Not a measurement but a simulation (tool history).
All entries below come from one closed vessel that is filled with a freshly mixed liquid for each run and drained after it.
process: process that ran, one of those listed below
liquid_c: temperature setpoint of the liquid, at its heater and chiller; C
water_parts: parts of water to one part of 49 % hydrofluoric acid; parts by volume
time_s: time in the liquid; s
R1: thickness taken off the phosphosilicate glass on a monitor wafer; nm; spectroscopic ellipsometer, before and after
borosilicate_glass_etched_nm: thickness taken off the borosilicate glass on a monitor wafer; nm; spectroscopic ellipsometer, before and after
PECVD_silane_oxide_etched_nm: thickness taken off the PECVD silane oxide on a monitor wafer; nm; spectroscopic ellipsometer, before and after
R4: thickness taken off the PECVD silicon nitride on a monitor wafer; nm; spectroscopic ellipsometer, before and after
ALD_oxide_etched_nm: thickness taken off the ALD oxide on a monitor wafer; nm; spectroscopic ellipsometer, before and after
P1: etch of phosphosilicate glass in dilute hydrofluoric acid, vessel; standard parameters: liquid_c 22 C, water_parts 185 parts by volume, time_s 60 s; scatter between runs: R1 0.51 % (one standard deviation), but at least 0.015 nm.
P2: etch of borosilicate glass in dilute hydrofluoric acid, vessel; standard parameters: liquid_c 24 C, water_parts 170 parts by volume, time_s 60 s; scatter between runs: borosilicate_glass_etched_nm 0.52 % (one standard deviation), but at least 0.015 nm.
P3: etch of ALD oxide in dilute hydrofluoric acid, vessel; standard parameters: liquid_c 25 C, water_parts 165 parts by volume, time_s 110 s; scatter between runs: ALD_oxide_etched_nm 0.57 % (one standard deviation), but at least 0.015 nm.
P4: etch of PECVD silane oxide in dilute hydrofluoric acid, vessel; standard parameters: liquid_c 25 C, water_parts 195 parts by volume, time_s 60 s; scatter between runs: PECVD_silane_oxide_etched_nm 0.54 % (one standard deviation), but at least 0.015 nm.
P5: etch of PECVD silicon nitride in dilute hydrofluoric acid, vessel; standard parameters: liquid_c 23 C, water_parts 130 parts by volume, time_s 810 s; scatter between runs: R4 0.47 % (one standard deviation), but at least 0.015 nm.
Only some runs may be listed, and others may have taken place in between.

run 1 hour=2.9 | process=P1 liquid_c=22 water_parts=185 time_s=60 | R1=22.079
run 2 hour=6.1 | process=P1 liquid_c=22 water_parts=185 time_s=60 | R1=21.977
run 3 hour=12.7 | process=P1 liquid_c=22 water_parts=185 time_s=95 | R1=34.677
run 4 hour=16.3 | process=P2 liquid_c=24 water_parts=170 time_s=90 | borosilicate_glass_etched_nm=13.845
run 5 hour=19.7 | process=P4 liquid_c=25 water_parts=195 time_s=60 | PECVD_silane_oxide_etched_nm=5.4278
run 6 hour=25.8 | process=P1 liquid_c=22 water_parts=85 time_s=60 | R1=53.088
run 7 hour=32.3 | process=P5 liquid_c=23 water_parts=130 time_s=810 | R4=24.194
run 8 hour=36.3 | process=P3 liquid_c=25 water_parts=165 time_s=165 | ALD_oxide_etched_nm=29.89
run 9 hour=41.7 | process=P4 liquid_c=25 water_parts=195 time_s=60 | PECVD_silane_oxide_etched_nm=5.4676
run 10 hour=47.1 | process=P1 liquid_c=22 water_parts=185 time_s=30 | R1=10.933
run 11 hour=51 | process=P3 liquid_c=25 water_parts=230 time_s=110 | ALD_oxide_etched_nm=13.352
run 12 hour=57.5 | process=P1 liquid_c=17 water_parts=325 time_s=60 | R1=9.0865
run 13 hour=63.9 | process=P1 liquid_c=18 water_parts=255 time_s=60 | R1=12.874
run 14 hour=68.1 | process=P1 liquid_c=22 water_parts=185 time_s=60 | R1=22.008
run 15 hour=72.2 | process=P4 liquid_c=25 water_parts=270 time_s=60 | PECVD_silane_oxide_etched_nm=3.5939
run 16 hour=75.4 | process=P5 liquid_c=23 water_parts=130 time_s=1615 | R4=48.151
run 17 hour=81.6 | process=P1 liquid_c=22 water_parts=185 time_s=60 | R1=21.975
run 18 hour=85.6 | process=P1 liquid_c=22 water_parts=320 time_s=60 | R1=11.121
run 19 hour=89.7 | process=P2 liquid_c=24 water_parts=170 time_s=60 | borosilicate_glass_etched_nm=9.1987
run 20 hour=94.4 | process=P1 liquid_c=27 water_parts=185 time_s=60 | R1=26.439
run 21 hour=100.2 | process=P5 liquid_c=17.5 water_parts=130 time_s=810 | R4=16.75
run 22 hour=104.6 | process=P1 liquid_c=17 water_parts=185 time_s=60 | R1=18.107
run 23 hour=110.6 | process=P2 liquid_c=24 water_parts=30 time_s=60 | borosilicate_glass_etched_nm=61.47
run 24 hour=117.2 | process=P1 liquid_c=26.5 water_parts=100 time_s=60 | R1=53.224
run 25 hour=120.8 | process=P5 liquid_c=23 water_parts=205 time_s=810 | R4=15.442
run 26 hour=123.8 | process=P3 liquid_c=20.5 water_parts=165 time_s=110 | ALD_oxide_etched_nm=16.695
run 27 hour=127 | process=P3 liquid_c=25 water_parts=165 time_s=110 | ALD_oxide_etched_nm=19.941
run 28 hour=130.2 | process=P4 liquid_c=33 water_parts=195 time_s=60 | PECVD_silane_oxide_etched_nm=7.1306
run 29 hour=135.4 | process=P2 liquid_c=18 water_parts=170 time_s=60 | borosilicate_glass_etched_nm=7.3716
run 30 hour=140.4 | process=P3 liquid_c=25 water_parts=165 time_s=110 | ALD_oxide_etched_nm=19.988
run 31 hour=146.5 | process=P4 liquid_c=25 water_parts=195 time_s=30 | PECVD_silane_oxide_etched_nm=2.7384
run 32 hour=149.8 | process=P1 liquid_c=22 water_parts=185 time_s=60 | R1=21.875
run 33 hour=156 | process=P1 liquid_c=22 water_parts=185 time_s=60 | R1=22.615
run 34 hour=162.3 | process=P1 liquid_c=22 water_parts=185 time_s=60 | R1=23.353
run 35 hour=165.9 | process=P1 liquid_c=22 water_parts=185 time_s=60 | R1=22.968
run 36 hour=171.6 | process=P1 liquid_c=22 water_parts=185 time_s=60 | R1=23.29
run 37 hour=175.8 | process=P1 liquid_c=22 water_parts=185 time_s=60 | R1=23.196
run 38 hour=179.3 | process=P1 liquid_c=22 water_parts=185 time_s=60 | R1=23.404
run 39 hour=183.2 | process=P1 liquid_c=22 water_parts=185 time_s=60 | R1=23.319

Something has made what P1 gives creep away from where it was; the 2 causes below, each at its own stated size, fit the log equally well:
A: hydrofluoric acid flow above the setpoint (%) = 5.43
B: liquid hotter than its thermometer reads (K) = 1.67
At approximately hour 149.8, the process output began to creep.

4 check runs are offered, one wafer each, their results left as question marks. Which one tells the causes apart?
run check 1 hour=187.1 | process=P4 liquid_c=25 water_parts=195 time_s=60 | PECVD_silane_oxide_etched_nm=?
run check 2 hour=187.1 | process=P5 liquid_c=23 water_parts=130 time_s=810 | R4=?
run check 3 hour=187.1 | process=P3 liquid_c=25 water_parts=165 time_s=110 | ALD_oxide_etched_nm=?
run check 4 hour=187.1 | process=P2 liquid_c=24 water_parts=170 time_s=60 | borosilicate_glass_etched_nm=?

Outcome of each check run for each possible cause:
check=check_1 result=PECVD_silane_oxide_etched_nm if_A=5.7878 if_B=5.7684
check=check_2 result=R4 if_A=25.443 if_B=26.926
check=check_3 result=ALD_oxide_etched_nm if_A=21.203 if_B=21.188
check=check_4 result=borosilicate_glass_etched_nm if_A=9.8447 if_B=9.8418
Distance between the nearest two causes, measured in the result of the check that separates them most: check 1 0.33 %; check 2 5.67 %; check 3 0.07 %; check 4 0.03 %
The other checks would show nearly matching results whichever cause is true, so check 2 is the only one that separates the causes.

Check 2 has now been run. It gave: R4 26.79 nm. Which of the candidate causes is it?

B is the cause: liquid hotter than its thermometer reads (K).
